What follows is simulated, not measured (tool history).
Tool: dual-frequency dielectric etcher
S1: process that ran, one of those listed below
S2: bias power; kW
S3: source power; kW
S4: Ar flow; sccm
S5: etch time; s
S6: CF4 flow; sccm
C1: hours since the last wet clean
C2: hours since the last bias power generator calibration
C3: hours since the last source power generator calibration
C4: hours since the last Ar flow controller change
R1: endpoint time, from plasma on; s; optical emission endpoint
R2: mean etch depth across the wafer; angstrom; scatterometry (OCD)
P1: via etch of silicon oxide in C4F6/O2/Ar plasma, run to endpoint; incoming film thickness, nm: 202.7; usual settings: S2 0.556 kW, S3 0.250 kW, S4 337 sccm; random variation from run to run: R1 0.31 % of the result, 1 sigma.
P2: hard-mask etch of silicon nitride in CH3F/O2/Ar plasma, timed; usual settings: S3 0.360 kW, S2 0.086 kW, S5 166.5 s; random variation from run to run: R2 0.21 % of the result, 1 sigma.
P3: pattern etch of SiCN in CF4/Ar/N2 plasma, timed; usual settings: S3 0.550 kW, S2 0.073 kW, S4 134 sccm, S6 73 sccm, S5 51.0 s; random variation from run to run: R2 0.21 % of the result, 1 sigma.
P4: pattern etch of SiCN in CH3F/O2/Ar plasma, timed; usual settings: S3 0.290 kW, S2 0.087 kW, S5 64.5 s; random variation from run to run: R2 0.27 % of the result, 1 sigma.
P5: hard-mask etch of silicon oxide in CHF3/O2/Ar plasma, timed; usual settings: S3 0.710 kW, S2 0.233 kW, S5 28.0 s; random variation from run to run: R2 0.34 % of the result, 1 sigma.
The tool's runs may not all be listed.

Run 1, hour 11.4: S1 P1, S2 0.556 kW, S3 0.250 kW, S4 337 sccm; C1 145.0; C2 2117.7; C3 2141.2; C4 1700.2. Result: R1 51.655 s.
Run 2, hour 18.2: S1 P1, S2 0.556 kW, S3 0.250 kW, S4 337 sccm; C1 151.8; C2 2124.5; C3 2148.0; C4 1707.0. Result: R1 51.762 s.
Run 3, hour 32.2: S1 P1, S2 0.667 kW, S3 0.190 kW, S4 337 sccm; C1 165.8; C2 2138.5; C3 2162.0; C4 1721.0. Result: R1 53.502 s.
Run 4, hour 39.0: S1 P1, S2 0.556 kW, S3 0.250 kW, S4 337 sccm; C1 172.6; C2 2145.3; C3 2168.8; C4 1727.8. Result: R1 51.768 s.
Run 5, hour 53.0: S1 P1, S2 0.556 kW, S3 0.300 kW, S4 337 sccm; C1 186.6; C2 2159.3; C3 2182.8; C4 1741.8. Result: R1 48.410 s.
Run 6, hour 61.3: S1 P1, S2 0.556 kW, S3 0.250 kW, S4 337 sccm; C1 194.9; C2 2167.6; C3 2191.1; C4 1750.1. Result: R1 51.845 s.
Run 7, hour 75.0: S1 P2, S2 0.086 kW, S3 0.460 kW, S5 166.5 s; C1 208.6; C2 2181.3; C3 2204.8; C4 1763.8. Result: R2 1312.40 angstrom.
Run 8, hour 90.1: S1 P1, S2 0.556 kW, S3 0.250 kW, S4 337 sccm; C1 223.7; C2 2196.4; C3 2219.9; C4 1778.9. Result: R1 51.684 s.
Run 9, hour 97.1: S1 P1, S2 0.784 kW, S3 0.250 kW, S4 337 sccm; C1 230.7; C2 2203.4; C3 2226.9; C4 1785.9. Result: R1 45.394 s.
Run 10, hour 109.6: S1 P3, S2 0.073 kW, S3 0.550 kW, S4 134 sccm, S5 51.0 s, S6 73 sccm; C1 243.2; C2 2215.9; C3 2239.4; C4 1798.4. Result: R2 519.47 angstrom.
Run 11, hour 119.4: S1 P4, S2 0.087 kW, S3 0.380 kW, S5 64.5 s; C1 253.0; C2 2225.7; C3 2249.2; C4 1808.2. Result: R2 265.45 angstrom.
Run 12, hour 126.4: S1 P1, S2 0.556 kW, S3 0.250 kW, S4 413 sccm; C1 260.0; C2 2232.7; C3 2256.2; C4 1815.2. Result: R1 52.697 s.
Run 13, hour 140.3: S1 P5, S2 0.171 kW, S3 0.710 kW, S5 28.0 s; C1 273.9; C2 2246.6; C3 2270.1; C4 1829.1. Result: R2 589.13 angstrom.
Run 14, hour 151.4: S1 P2, S2 0.069 kW, S3 0.360 kW, S5 166.5 s; C1 285.0; C2 2257.7; C3 2281.2; C4 1840.2. Result: R2 1108.50 angstrom.
Run 15, hour 162.0: S1 P1, S2 0.556 kW, S3 0.250 kW, S4 337 sccm; C1 295.6; C2 2268.3; C3 2291.8; C4 1850.8. Result: R1 52.179 s.
Run 16, hour 176.7: S1 P5, S2 0.233 kW, S3 0.710 kW, S5 28.0 s; C1 310.3; C2 2283.0; C3 2306.5; C4 1865.5. Result: R2 651.06 angstrom.
Run 17, hour 191.4: S1 P1, S2 0.556 kW, S3 0.250 kW, S4 337 sccm; C1 325.0; C2 2297.7; C3 2321.2; C4 1880.2. Result: R1 51.754 s.
Run 18, hour 198.5: S1 P5, S2 0.233 kW, S3 0.960 kW, S5 28.0 s; C1 332.1; C2 2304.8; C3 2328.3; C4 1887.3. Result: R2 736.30 angstrom.
Run 19, hour 208.9: S1 P1, S2 0.382 kW, S3 0.250 kW, S4 337 sccm; C1 342.5; C2 2315.2; C3 2338.7; C4 1897.7. Result: R1 59.603 s.
Run 20, hour 223.3: S1 P4, S2 0.087 kW, S3 0.290 kW, S5 64.5 s; C1 356.9; C2 2329.6; C3 2353.1; C4 1912.1. Result: R2 241.55 angstrom.
Run 21, hour 231.8: S1 P4, S2 0.087 kW, S3 0.290 kW, S5 35.5 s; C1 365.4; C2 2338.1; C3 2361.6; C4 1920.6. Result: R2 132.03 angstrom.
At hour 242.0: bias power generator calibrated.
Run 22, hour 246.4: S1 P5, S2 0.233 kW, S3 0.710 kW, S5 36.5 s; C1 380.0; C2 4.4; C3 2376.2; C4 1935.2. Result: R2 845.55 angstrom.
Run 23, hour 255.3: S1 P3, S2 0.054 kW, S3 0.550 kW, S4 134 sccm, S5 51.0 s, S6 73 sccm; C1 388.9; C2 13.3; C3 2385.1; C4 1944.1. Result: R2 467.14 angstrom.
Run 24, hour 263.2: S1 P2, S2 0.086 kW, S3 0.360 kW, S5 166.5 s; C1 396.8; C2 21.2; C3 2393.0; C4 1952.0. Result: R2 1198.50 angstrom.
Run 25, hour 271.0: S1 P3, S2 0.073 kW, S3 0.550 kW, S4 134 sccm, S5 28.0 s, S6 73 sccm; C1 404.6; C2 29.0; C3 2400.8; C4 1959.8. Result: R2 285.44 angstrom.
Run 26, hour 278.4: S1 P1, S2 0.556 kW, S3 0.170 kW, S4 337 sccm; C1 412.0; C2 36.4; C3 2408.2; C4 1967.2. Result: R1 59.311 s.
Run 27, hour 289.0: S1 P2, S2 0.086 kW, S3 0.360 kW, S5 97.0 s; C1 422.6; C2 47.0; C3 2418.8; C4 1977.8. Result: R2 699.67 angstrom.
At hour 294.2: Ar flow controller replaced.
Run 28, hour 303.5: S1 P3, S2 0.073 kW, S3 0.700 kW, S4 134 sccm, S5 51.0 s, S6 73 sccm; C1 437.1; C2 61.5; C3 2433.3; C4 9.3. Result: R2 640.79 angstrom.
Run 29, hour 315.4: S1 P3, S2 0.073 kW, S3 0.550 kW, S4 134 sccm, S5 51.0 s, S6 46 sccm; C1 449.0; C2 73.4; C3 2445.2; C4 21.2. Result: R2 479.49 angstrom.
Run 30, hour 329.3: S1 P3, S2 0.073 kW, S3 0.550 kW, S4 175 sccm, S5 51.0 s, S6 73 sccm; C1 462.9; C2 87.3; C3 2459.1; C4 35.1. Result: R2 496.56 angstrom.
Run 31, hour 339.1: S1 P4, S2 0.110 kW, S3 0.290 kW, S5 64.5 s; C1 472.7; C2 97.1; C3 2468.9; C4 44.9. Result: R2 262.35 angstrom.
Run 32, hour 353.5: S1 P1, S2 0.556 kW, S3 0.250 kW, S4 221 sccm; C1 487.1; C2 111.5; C3 2483.3; C4 59.3. Result: R1 49.548 s.
Run 33, hour 365.6: S1 P1, S2 0.556 kW, S3 0.250 kW, S4 337 sccm; C1 499.2; C2 123.6; C3 2495.4; C4 71.4. Result: R1 51.907 s.
Run 34, hour 374.8: S1 P1, S2 0.556 kW, S3 0.250 kW, S4 337 sccm; C1 508.4; C2 132.8; C3 2504.6; C4 80.6. Result: R1 52.200 s.
Run 35, hour 387.0: S1 P1, S2 0.556 kW, S3 0.250 kW, S4 337 sccm; C1 520.6; C2 145.0; C3 2516.8; C4 92.8. Result: R1 52.383 s.
Run 36, hour 394.2: S1 P1, S2 0.556 kW, S3 0.250 kW, S4 337 sccm; C1 527.8; C2 152.2; C3 2524.0; C4 100.0. Result: R1 52.699 s.
At hour 407.0: wet clean of the chamber.
Run 37, hour 407.1: S1 P1, S2 0.556 kW, S3 0.250 kW, S4 337 sccm; C1 0.1; C2 165.1; C3 2536.9; C4 112.9. Result: R1 52.651 s.
Run 38, hour 418.3: S1 P1, S2 0.556 kW, S3 0.250 kW, S4 337 sccm; C1 11.3; C2 176.3; C3 2548.1; C4 124.1. Result: R1 52.449 s.
Run 39, hour 425.3: S1 P1, S2 0.556 kW, S3 0.250 kW, S4 337 sccm; C1 18.3; C2 183.3; C3 2555.1; C4 131.1. Result: R1 52.614 s.
At hour 425.8: Ar flow controller replaced.
Run 40, hour 434.7: S1 P1, S2 0.556 kW, S3 0.250 kW, S4 337 sccm; C1 27.7; C2 192.7; C3 2564.5; C4 9.0. Result: R1 52.521 s.
Run 41, hour 443.4: S1 P1, S2 0.556 kW, S3 0.250 kW, S4 337 sccm; C1 36.4; C2 201.4; C3 2573.2; C4 17.7. Result: R1 52.653 s.
Run 42, hour 450.8: S1 P1, S2 0.556 kW, S3 0.250 kW, S4 337 sccm; C1 43.8; C2 208.8; C3 2580.6; C4 25.1. Result: R1 52.532 s.
Run 43, hour 458.0: S1 P1, S2 0.556 kW, S3 0.250 kW, S4 337 sccm; C1 51.0; C2 216.0; C3 2587.8; C4 32.3. Result: R1 52.469 s.

What P1 gives has crept away from where it was. These 2 causes fit the log equally well, each at the size given:
A: bias power that arrives under what is set, % = 3.96
B: source power that arrives under what is set, % = 4.2
The creep began at about hour 365.6.
Why every other cause is out:
chamber walls in a state that lowers the etch rate, %: serviced at hour 407.0, which brought nothing back
Ar flow that arrives over what is set, %: serviced at hour 425.8, which brought nothing back

4 check runs are offered, one wafer each, their results left as question marks. Which one tells the causes apart?
Run check 1, hour 465.2: S1 P4, S2 0.087 kW, S3 0.290 kW, S5 64.5 s. Result: R2 ?.
Run check 2, hour 465.2: S1 P3, S2 0.073 kW, S3 0.550 kW, S4 134 sccm, S5 51.0 s, S6 73 sccm. Result: R2 ?.
Run check 3, hour 465.2: S1 P5, S2 0.233 kW, S3 0.710 kW, S5 28.0 s. Result: R2 ?.
Run check 4, hour 465.2: S1 P2, S2 0.086 kW, S3 0.360 kW, S5 166.5 s. Result: R2 ?.

What each check would give under each cause:
  check  result     if A     if B
check 1      R2   236.62   236.45
check 2      R2   511.36   499.64
check 3      R2   644.03   642.64
check 4      R2  1180.10  1178.20
How far apart the two closest causes lie, in the result that separates them most: check 1 0.07 %; check 2 2.32 %; check 3 0.22 %; check 4 0.16 %
Check 2 tells the causes apart: in the others they would give nearly the same result.

Then check 2 was run and gave: R2 499.59 angstrom. Which cause is it?

It is B: source power that arrives under what is set, %.
